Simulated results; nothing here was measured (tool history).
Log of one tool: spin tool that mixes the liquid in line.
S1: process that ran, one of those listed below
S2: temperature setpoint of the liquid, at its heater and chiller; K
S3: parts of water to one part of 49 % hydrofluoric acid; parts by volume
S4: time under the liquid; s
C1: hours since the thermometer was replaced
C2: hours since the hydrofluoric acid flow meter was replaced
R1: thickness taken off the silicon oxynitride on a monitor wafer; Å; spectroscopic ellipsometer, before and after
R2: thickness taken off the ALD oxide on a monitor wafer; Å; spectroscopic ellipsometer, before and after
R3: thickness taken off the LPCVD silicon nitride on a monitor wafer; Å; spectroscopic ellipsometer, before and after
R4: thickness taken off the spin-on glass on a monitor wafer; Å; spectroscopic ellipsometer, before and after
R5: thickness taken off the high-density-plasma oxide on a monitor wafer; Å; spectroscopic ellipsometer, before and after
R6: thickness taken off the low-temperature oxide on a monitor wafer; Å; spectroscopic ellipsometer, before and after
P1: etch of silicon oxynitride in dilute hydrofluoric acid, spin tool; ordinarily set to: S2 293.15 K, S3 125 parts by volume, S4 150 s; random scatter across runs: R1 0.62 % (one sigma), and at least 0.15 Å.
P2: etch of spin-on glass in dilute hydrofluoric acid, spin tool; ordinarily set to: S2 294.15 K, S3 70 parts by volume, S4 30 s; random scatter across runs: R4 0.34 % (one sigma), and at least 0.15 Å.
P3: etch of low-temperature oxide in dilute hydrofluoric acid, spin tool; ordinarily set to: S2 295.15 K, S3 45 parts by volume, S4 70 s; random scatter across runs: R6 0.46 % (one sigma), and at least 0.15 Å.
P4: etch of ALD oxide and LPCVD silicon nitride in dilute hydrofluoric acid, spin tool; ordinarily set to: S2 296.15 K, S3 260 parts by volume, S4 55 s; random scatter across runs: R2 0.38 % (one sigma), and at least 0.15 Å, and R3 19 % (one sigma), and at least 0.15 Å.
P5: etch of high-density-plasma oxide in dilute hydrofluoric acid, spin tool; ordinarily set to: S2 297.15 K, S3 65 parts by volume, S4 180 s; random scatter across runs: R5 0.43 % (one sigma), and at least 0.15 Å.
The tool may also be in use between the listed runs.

Run 1, day 0.275: S1 P1, S2 293.15 K, S3 125 parts by volume, S4 150 s; C1 900.7; C2 912.7. Result: R1 44.847 Å.
Run 2, day 0.817: S1 P4, S2 296.15 K, S3 470 parts by volume, S4 55 s; C1 913.7; C2 925.7. Result: R2 25.636 Å, R3 0.74497 Å.
Run 3, day 1.254: S1 P2, S2 290.15 K, S3 70 parts by volume, S4 30 s; C1 924.2; C2 936.2. Result: R4 151.36 Å.
Run 4, day 1.517: S1 P4, S2 303.15 K, S3 260 parts by volume, S4 55 s; C1 930.5; C2 942.5. Result: R2 71.100 Å, R3 1.76990 Å.
Run 5, day 2.021: S1 P1, S2 297.65 K, S3 125 parts by volume, S4 70 s; C1 942.6; C2 954.6. Result: R1 26.107 Å.
Run 6, day 2.429: S1 P1, S2 300.15 K, S3 125 parts by volume, S4 150 s; C1 952.4; C2 964.4. Result: R1 62.182 Å.
Run 7, day 2.917: S1 P5, S2 297.15 K, S3 95 parts by volume, S4 180 s; C1 964.1; C2 976.1. Result: R5 151.82 Å.
Run 8, day 3.204: S1 P1, S2 293.15 K, S3 125 parts by volume, S4 150 s; C1 971.0; C2 983.0. Result: R1 45.422 Å.
Run 9, day 3.708: S1 P3, S2 295.15 K, S3 45 parts by volume, S4 70 s; C1 983.1; C2 995.1. Result: R6 537.22 Å.
Run 10, day 4.208: S1 P2, S2 294.15 K, S3 35 parts by volume, S4 30 s; C1 995.1; C2 1007.1. Result: R4 375.10 Å.
Run 11, day 4.762: S1 P5, S2 290.15 K, S3 65 parts by volume, S4 180 s; C1 1008.4; C2 1020.4. Result: R5 173.47 Å.
Run 12, day 5.125: S1 P2, S2 294.15 K, S3 70 parts by volume, S4 30 s; C1 1017.1; C2 1029.1. Result: R4 179.42 Å.
Run 13, day 5.633: S1 P5, S2 297.15 K, S3 65 parts by volume, S4 180 s; C1 1029.3; C2 1041.3. Result: R5 232.46 Å.
Run 14, day 6.075: S1 P1, S2 293.15 K, S3 35 parts by volume, S4 150 s; C1 1039.9; C2 1051.9. Result: R1 169.410 Å.
Run 15, day 6.492: S1 P5, S2 297.15 K, S3 65 parts by volume, S4 180 s; C1 1049.9; C2 1061.9. Result: R5 232.76 Å.
Run 16, day 6.829: S1 P3, S2 295.15 K, S3 45 parts by volume, S4 15 s; C1 1058.0; C2 1070.0. Result: R6 115.54 Å.
Run 17, day 7.246: S1 P3, S2 295.15 K, S3 70 parts by volume, S4 70 s; C1 1068.0; C2 1080.0. Result: R6 333.95 Å.
Run 18, day 7.583: S1 P3, S2 290.15 K, S3 45 parts by volume, S4 70 s; C1 1076.1; C2 1088.1. Result: R6 434.05 Å.
Run 19, day 8.000: S1 P1, S2 293.15 K, S3 125 parts by volume, S4 150 s; C1 1086.1; C2 1098.1. Result: R1 44.490 Å.
Run 20, day 8.312: S1 P1, S2 293.15 K, S3 125 parts by volume, S4 150 s; C1 1093.6; C2 1105.6. Result: R1 45.080 Å.
Run 21, day 8.738: S1 P4, S2 296.15 K, S3 260 parts by volume, S4 55 s; C1 1103.8; C2 1115.8. Result: R2 55.438 Å, R3 1.01830 Å.
Run 22, day 9.096: S1 P5, S2 297.15 K, S3 65 parts by volume, S4 80 s; C1 1112.4; C2 1124.4. Result: R5 103.30 Å.
Run 23, day 9.508: S1 P2, S2 294.15 K, S3 70 parts by volume, S4 45 s; C1 1122.3; C2 1134.3. Result: R4 268.62 Å.
Run 24, day 9.992: S1 P4, S2 296.15 K, S3 260 parts by volume, S4 110 s; C1 1133.9; C2 1145.9. Result: R2 111.640 Å, R3 2.43010 Å.
Run 25, day 10.279: S1 P1, S2 290.15 K, S3 125 parts by volume, S4 150 s; C1 1140.8; C2 1152.8. Result: R1 38.831 Å.
Run 26, day 10.683: S1 P1, S2 293.15 K, S3 200 parts by volume, S4 150 s; C1 1150.5; C2 1162.5. Result: R1 26.729 Å.
Run 27, day 11.225: S1 P1, S2 293.15 K, S3 125 parts by volume, S4 265 s; C1 1163.5; C2 1175.5. Result: R1 78.779 Å.
Run 28, day 11.779: S1 P1, S2 293.15 K, S3 125 parts by volume, S4 55 s; C1 1176.8; C2 1188.8. Result: R1 16.560 Å.
Run 29, day 12.288: S1 P1, S2 293.15 K, S3 125 parts by volume, S4 150 s; C1 1189.0; C2 1201.0. Result: R1 44.658 Å.
Run 30, day 12.567: S1 P1, S2 293.15 K, S3 125 parts by volume, S4 150 s; C1 1195.7; C2 1207.7. Result: R1 46.335 Å.
Run 31, day 12.833: S1 P1, S2 293.15 K, S3 125 parts by volume, S4 150 s; C1 1202.1; C2 1214.1. Result: R1 47.157 Å.
Run 32, day 13.325: S1 P1, S2 293.15 K, S3 125 parts by volume, S4 150 s; C1 1213.9; C2 1225.9. Result: R1 48.604 Å.
Run 33, day 13.675: S1 P1, S2 293.15 K, S3 125 parts by volume, S4 150 s; C1 1222.3; C2 1234.3. Result: R1 48.985 Å.
Run 34, day 14.104: S1 P1, S2 293.15 K, S3 125 parts by volume, S4 150 s; C1 1232.6; C2 1244.6. Result: R1 48.661 Å.
Run 35, day 14.400: S1 P1, S2 293.15 K, S3 125 parts by volume, S4 150 s; C1 1239.7; C2 1251.7. Result: R1 48.777 Å.
Run 36, day 14.933: S1 P1, S2 293.15 K, S3 125 parts by volume, S4 150 s; C1 1252.5; C2 1264.5. Result: R1 49.690 Å.
Run 37, day 15.242: S1 P1, S2 293.15 K, S3 125 parts by volume, S4 150 s; C1 1259.9; C2 1271.9. Result: R1 49.222 Å.
Run 38, day 15.804: S1 P1, S2 293.15 K, S3 125 parts by volume, S4 150 s; C1 1273.4; C2 1285.4. Result: R1 49.639 Å.

What P1 gives has crept away from where it was. These 2 causes fit the log equally well, each at the size given:
A: liquid hotter than its thermometer reads (K) = 2.06
B: hydrofluoric acid flow above the setpoint (%) = 9.48
The creep began at about day 12.288.

4 check runs are offered, one wafer each, their results left as question marks. Which one tells the causes apart?
Run check 1, day 16.367: S1 P3, S2 295.15 K, S3 55 parts by volume, S4 70 s. Result: R6 ?.
Run check 2, day 16.367: S1 P4, S2 303.15 K, S3 260 parts by volume, S4 55 s. Result: R2 ?, R3 ?.
Run check 3, day 16.367: S1 P2, S2 290.15 K, S3 40 parts by volume, S4 30 s. Result: R4 ?.
Run check 4, day 16.367: S1 P5, S2 291.65 K, S3 65 parts by volume, S4 180 s. Result: R5 ?.

Predicted outcomes, by check and by cause:
  check  result     if A     if B
check 1      R6   473.00   478.43
check 2      R2   75.762   79.595
check 2      R3  1.90720  1.85790
check 3      R4   300.59   302.06
check 4      R5   201.43   203.47
Separation of the two closest causes in each check, using whichever result separates them best: check 1 1.14 %; check 2 4.94 %; check 3 0.49 %; check 4 1.01 %
The other checks would show nearly matching results whichever cause is true, so check 2 is the only one that separates the causes.

After running check 2, the following was obtained: R2 75.623 Å; R3 2.01120 Å. Which cause does this point to?

A is the cause: liquid hotter than its thermometer reads (K).
